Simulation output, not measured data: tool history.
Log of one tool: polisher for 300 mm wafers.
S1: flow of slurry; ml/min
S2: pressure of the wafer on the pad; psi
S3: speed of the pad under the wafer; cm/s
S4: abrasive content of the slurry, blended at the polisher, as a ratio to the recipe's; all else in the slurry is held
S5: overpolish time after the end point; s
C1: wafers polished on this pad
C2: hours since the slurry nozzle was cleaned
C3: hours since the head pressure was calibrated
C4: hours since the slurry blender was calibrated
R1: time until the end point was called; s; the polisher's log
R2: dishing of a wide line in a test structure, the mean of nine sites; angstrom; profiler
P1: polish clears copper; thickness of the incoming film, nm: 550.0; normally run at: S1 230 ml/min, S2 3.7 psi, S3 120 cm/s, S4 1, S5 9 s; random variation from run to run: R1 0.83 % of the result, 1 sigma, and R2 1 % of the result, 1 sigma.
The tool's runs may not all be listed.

run,day,S1,S2,S3,S4,S5,C1,C2,C3,C4,R1,R2
1,0.458,230,3.7,120,1,9,526,167.8,227.5,222.1,149.76,188.07
2,0.95,230,3.7,168,1,9,622,179.6,239.3,233.9,105.94,232.14
3,1.271,140,3.7,120,1,9,685,187.3,247,241.6,161.95,174.72
4,1.825,230,3.7,120,1,4,794,200.6,260.3,254.9,150.19,100.09
5,2.304,320,3.7,120,1,9,889,212.1,271.8,266.4,145.76,188.74
6,2.817,230,3.7,120,1,17,989,224.4,284.1,278.7,150.07,274.62
7,3.271,230,3.7,120,1,9,1078,235.3,295,289.6,151.23,185.89
8,3.712,230,3.7,120,0.7,9,1165,245.9,305.6,300.2,161.96,176.04
9,4.071,230,3.7,148,0.75,9,1236,254.5,314.2,308.8,128.53,207.95
10,4.421,230,3.7,120,1.45,9,1304,262.9,322.6,317.2,139.81,197.94
11,4.95,230,3.7,120,1,9,1408,275.6,335.3,329.9,150.68,185.49
12,5.342,230,3.7,58,1,9,1485,285,344.7,339.3,310.1,107.64
13,5.904,230,3.7,120,1,9,1596,298.5,358.2,352.8,150.79,188.79
14,6.225,230,2.4,120,1,9,1659,306.2,365.9,360.5,232.04,135.1
15,6.562,230,2.1,86,1,9,1725,314.3,374,368.6,369.44,91.099
16,6.833,350,1.8,120,1,9,1778,320.8,380.5,375.1,294.1,109.69
# day 7.038: head pressure recalibrated
17,7.408,230,5.5,120,1,9,1891,334.6,9,388.9,101.71,244.86
18,7.692,230,3.7,120,1,9,1947,341.4,15.8,395.7,150.18,185.32
19,8.058,230,3.7,120,1,9,2019,350.2,24.6,404.5,148.49,189.44
20,8.408,230,3.7,120,1,9,2088,358.6,33,412.9,149.01,188.32
21,8.875,230,3.7,120,1,9,2180,369.8,44.2,424.1,154.59,185.4
22,9.2,230,3.7,120,1,9,2243,377.6,52,431.9,154.99,184.09
# day 9.779: head pressure recalibrated
23,9.783,230,3.7,120,1,9,2358,391.6,0.1,445.9,157.95,184.15
24,10.125,230,3.7,120,1,9,2425,399.8,8.3,454.1,159.17,182.53
# day 10.279: worn pad replaced by a new one
25,10.633,230,3.7,120,1,9,69,412,20.5,466.3,155.39,182.1
26,11.071,230,3.7,120,1,9,155,422.5,31,476.8,157.57,176.95
27,11.421,230,3.7,120,1,9,224,430.9,39.4,485.2,159.19,182.21
28,11.846,230,3.7,120,1,9,308,441.1,49.6,495.4,156.58,180.64

What P1 gives has crept away from where it was. These 2 causes fit the log equally well, each at the size given:
A: slurry flow missing at the pad, % = 34
B: abrasive missing from the slurry, % = 24.2
The creep began at about day 8.408.
Why every other cause is out:
removal rate lost through wear of the pad, %: serviced at day 10.279, which brought nothing back
head's pressure below its setpoint, %: serviced at day 9.779, which brought nothing back

4 check runs are offered, each on 3 wafers whose results are averaged, their results left as question marks. Which one tells the causes apart?
check 1,12.271,230,3.7,120,1.4,9,,,,,?,?
check 2,12.271,230,3.7,120,1,15,,,,,?,?
check 3,12.271,140,3.7,120,1,12,,,,,?,?
check 4,12.271,230,3.7,120,0.85,17,,,,,?,?

What each check would give under each cause:
check,result,if A,if B
check 1,R1,147.77,148.13
check 1,R2,189.3,189
check 2,R1,159.05,159.05
check 2,R2,247.13,247.12
check 3,R1,176.87,171.02
check 3,R2,203.31,207.73
check 4,R1,164.63,164.44
check 4,R2,259.05,259.2
How far apart the two closest causes lie, in the result that separates them most: check 1 0.24 %; check 2 0 %; check 3 3.36 %; check 4 0.11 %
Only check 3 tells the causes apart: in the others they would give nearly the same result.

Check 3 was then run and gave: R1 175.58 s; R2 203.83 angstrom. Which cause is it?

It is A: slurry flow missing at the pad, %.
